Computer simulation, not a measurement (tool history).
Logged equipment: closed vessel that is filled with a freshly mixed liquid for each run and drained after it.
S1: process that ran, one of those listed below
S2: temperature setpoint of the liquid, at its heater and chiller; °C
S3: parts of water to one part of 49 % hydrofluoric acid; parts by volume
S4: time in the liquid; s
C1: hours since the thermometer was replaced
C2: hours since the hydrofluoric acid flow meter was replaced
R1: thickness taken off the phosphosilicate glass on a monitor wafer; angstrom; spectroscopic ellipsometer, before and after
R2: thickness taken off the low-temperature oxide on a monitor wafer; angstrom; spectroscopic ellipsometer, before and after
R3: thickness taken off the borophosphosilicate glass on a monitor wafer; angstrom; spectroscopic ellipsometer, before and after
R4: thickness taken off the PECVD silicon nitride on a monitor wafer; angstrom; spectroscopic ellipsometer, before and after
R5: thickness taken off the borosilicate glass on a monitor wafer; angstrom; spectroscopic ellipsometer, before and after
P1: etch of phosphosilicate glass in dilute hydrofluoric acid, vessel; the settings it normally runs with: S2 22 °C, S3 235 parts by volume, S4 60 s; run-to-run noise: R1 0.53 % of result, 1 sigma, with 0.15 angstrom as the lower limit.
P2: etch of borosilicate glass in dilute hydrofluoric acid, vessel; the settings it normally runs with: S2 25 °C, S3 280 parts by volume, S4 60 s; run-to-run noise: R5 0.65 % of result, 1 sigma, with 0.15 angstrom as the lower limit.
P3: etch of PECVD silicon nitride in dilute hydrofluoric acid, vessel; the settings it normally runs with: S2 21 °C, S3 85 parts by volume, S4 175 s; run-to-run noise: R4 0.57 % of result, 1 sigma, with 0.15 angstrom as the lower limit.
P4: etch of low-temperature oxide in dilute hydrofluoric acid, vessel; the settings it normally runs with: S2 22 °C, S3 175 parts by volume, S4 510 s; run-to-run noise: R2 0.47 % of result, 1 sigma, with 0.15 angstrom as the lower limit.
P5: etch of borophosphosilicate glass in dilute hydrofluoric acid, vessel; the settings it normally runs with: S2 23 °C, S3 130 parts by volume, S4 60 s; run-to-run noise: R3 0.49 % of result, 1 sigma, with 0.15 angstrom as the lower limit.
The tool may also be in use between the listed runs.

| run | hour | S1 | S2 | S3 | S4 | C1 | C2 | R1 | R2 | R3 | R4 | R5 |
|---|---|---|---|---|---|---|---|---|---|---|---|---|
| 1 | 4.9 | P1 | 22 | 235 | 60 | 957.7 | 126.5 | 305.68 |  |  |  |  |
| 2 | 8.4 | P4 | 22 | 175 | 185 | 961.2 | 130 |  | 161.87 |  |  |  |
| 3 | 11.9 | P5 | 23 | 130 | 30 | 964.7 | 133.5 |  |  | 78.518 |  |  |
| 4 | 15.8 | P5 | 23 | 130 | 60 | 968.6 | 137.4 |  |  | 158.48 |  |  |
| 5 | 20.9 | P1 | 22 | 235 | 110 | 973.7 | 142.5 | 558.21 |  |  |  |  |
| 6 | 26 | P5 | 23 | 200 | 60 | 978.8 | 147.6 |  |  | 94.61 |  |  |
| 7 | 28.6 | P1 | 17.5 | 235 | 60 | 981.4 | 150.2 | 256.07 |  |  |  |  |
| 8 | 33.7 | P3 | 21 | 85 | 175 | 986.5 | 155.3 |  |  |  | 71.185 |  |
| 9 | 39.6 | P4 | 22 | 175 | 510 | 992.4 | 161.2 |  | 451.13 |  |  |  |
| 10 | 43.7 | P5 | 23 | 130 | 60 | 996.5 | 165.3 |  |  | 156.71 |  |  |
| 11 | 48.3 | P1 | 22 | 235 | 35 | 1001.1 | 169.9 | 177.26 |  |  |  |  |
| 12 | 53.4 | P2 | 25 | 280 | 60 | 1006.2 | 175 |  |  |  |  | 47.213 |
| 13 | 57.4 | P2 | 25 | 280 | 30 | 1010.2 | 179 |  |  |  |  | 23.543 |
| 14 | 61.8 | P1 | 25.5 | 365 | 60 | 1014.6 | 183.4 | 196.66 |  |  |  |  |
| 15 | 67 | P2 | 30 | 280 | 60 | 1019.8 | 188.6 |  |  |  |  | 55.314 |
| 16 | 72.1 | P1 | 22 | 145 | 60 | 1024.9 | 193.7 | 548.83 |  |  |  |  |
| 17 | 77 | P3 | 21 | 85 | 175 | 1029.8 | 198.6 |  |  |  | 72.167 |  |
| 18 | 80.4 | P3 | 28 | 85 | 175 | 1033.2 | 202 |  |  |  | 114.79 |  |
| 19 | 85.1 | P3 | 21 | 85 | 335 | 1037.9 | 206.7 |  |  |  | 137.08 |  |
| 20 | 88.7 | P1 | 22 | 235 | 60 | 1041.5 | 210.3 | 305.18 |  |  |  |  |
| 21 | 91.7 | P5 | 18.5 | 130 | 60 | 1044.5 | 213.3 |  |  | 130.74 |  |  |
| 22 | 96.2 | P1 | 22 | 235 | 60 | 1049 | 217.8 | 305.73 |  |  |  |  |
| 23 | 101.6 | P1 | 30.5 | 235 | 60 | 1054.4 | 223.2 | 407.48 |  |  |  |  |
| 24 | 105.2 | P1 | 22 | 235 | 60 | 1058 | 226.8 | 306.82 |  |  |  |  |
| 25 | 110.7 | P2 | 25 | 165 | 60 | 1063.5 | 232.3 |  |  |  |  | 91.116 |
| 26 | 114.2 | P2 | 25 | 280 | 60 | 1067 | 235.8 |  |  |  |  | 47.202 |
| 27 | 118.9 | P3 | 21 | 35 | 175 | 1071.7 | 240.5 |  |  |  | 171.68 |  |
| 28 | 122.9 | P1 | 22 | 235 | 60 | 1075.7 | 244.5 | 306.55 |  |  |  |  |
| 29 | 125.6 | P1 | 22 | 390 | 60 | 1078.4 | 247.2 | 159.36 |  |  |  |  |
| 30 | 130.2 | P4 | 27.5 | 175 | 510 | 1083 | 251.8 |  | 555.26 |  |  |  |
| 31 | 133 | P4 | 22 | 175 | 510 | 1085.8 | 254.6 |  | 450.2 |  |  |  |
| 32 | 136.1 | P1 | 17 | 235 | 100 | 1088.9 | 257.7 | 420.04 |  |  |  |  |
| 33 | 139.1 | P1 | 22 | 235 | 60 | 1091.9 | 260.7 | 306.61 |  |  |  |  |
| 34 | 144.6 | P1 | 28 | 65 | 60 | 1097.4 | 266.2 | 1697.3 |  |  |  |  |
| 35 | 147.9 | P4 | 22 | 280 | 510 | 1100.7 | 269.5 |  | 254.68 |  |  |  |
| 36 | 152.4 | P1 | 22 | 235 | 60 | 1105.2 | 274 | 306.96 |  |  |  |  |
| 37 | 157.5 | P1 | 22 | 235 | 60 | 1110.3 | 279.1 | 307.1 |  |  |  |  |
| 38 | 160.1 | P1 | 22 | 235 | 60 | 1112.9 | 281.7 | 301.92 |  |  |  |  |
| 39 | 165.1 | P1 | 22 | 235 | 60 | 1117.9 | 286.7 | 296.63 |  |  |  |  |
| 40 | 170.4 | P1 | 22 | 235 | 60 | 1123.2 | 292 | 287.56 |  |  |  |  |
| 41 | 174.3 | P1 | 22 | 235 | 60 | 1127.1 | 295.9 | 288.1 |  |  |  |  |
| 42 | 178.6 | P1 | 22 | 235 | 60 | 1131.4 | 300.2 | 283.96 |  |  |  |  |
| 43 | 181.6 | P1 | 22 | 235 | 60 | 1134.4 | 303.2 | 283.22 |  |  |  |  |
| 44 | 187.3 | P1 | 22 | 235 | 60 | 1140.1 | 308.9 | 283.63 |  |  |  |  |
| 45 | 191.7 | P1 | 22 | 235 | 60 | 1144.5 | 313.3 | 279.71 |  |  |  |  |
| 46 | 196.7 | P1 | 22 | 235 | 60 | 1149.5 | 318.3 | 280.27 |  |  |  |  |
| 47 | 200.9 | P1 | 22 | 235 | 60 | 1153.7 | 322.5 | 277.63 |  |  |  |  |
| 48 | 206.5 | P1 | 22 | 235 | 60 | 1159.3 | 328.1 | 280.36 |  |  |  |  |

What P1 gives has crept away from where it was. These 2 causes fit the log equally well, each at the size given:
A: hydrofluoric acid flow below the setpoint (%) = 6.93
B: liquid colder than its thermometer reads (K) = 2.38
The process output started creeping at around hour 157.5.

Below are 4 check runs, each on a single wafer, with their results shown as question marks. Which of them would tell the listed causes apart, meaning the causes would give clearly different results under it?
| check 1 | 212.1 | P4 | 22 | 175 | 510 |  |  |  | ? |  |  |  |
| check 2 | 212.1 | P2 | 25 | 280 | 60 |  |  |  |  |  |  | ? |
| check 3 | 212.1 | P5 | 23 | 130 | 60 |  |  |  |  | ? |  |  |
| check 4 | 212.1 | P3 | 21 | 85 | 175 |  |  |  |  |  | ? |  |

If the cause were each of the candidates in turn, the checks would give the following:
| check | result | if A | if B |
|---|---|---|---|
| check 1 | R2 | 414.57 | 411.67 |
| check 2 | R5 | 43.105 | 43.489 |
| check 3 | R3 | 144.63 | 142.99 |
| check 4 | R4 | 67.112 | 61.154 |
Smallest distance between any two causes, each pair judged by its most separating result, in per cent: check 1 0.7 %; check 2 0.89 %; check 3 1.14 %; check 4 9.3 %
Of the check runs offered, only check 4 discriminates between the causes; the rest would read about the same regardless of which cause applies.

Check 4 was carried out, with these results: R4 66.768 angstrom. Which of the listed causes is responsible?

It is A: hydrofluoric acid flow below the setpoint (%).
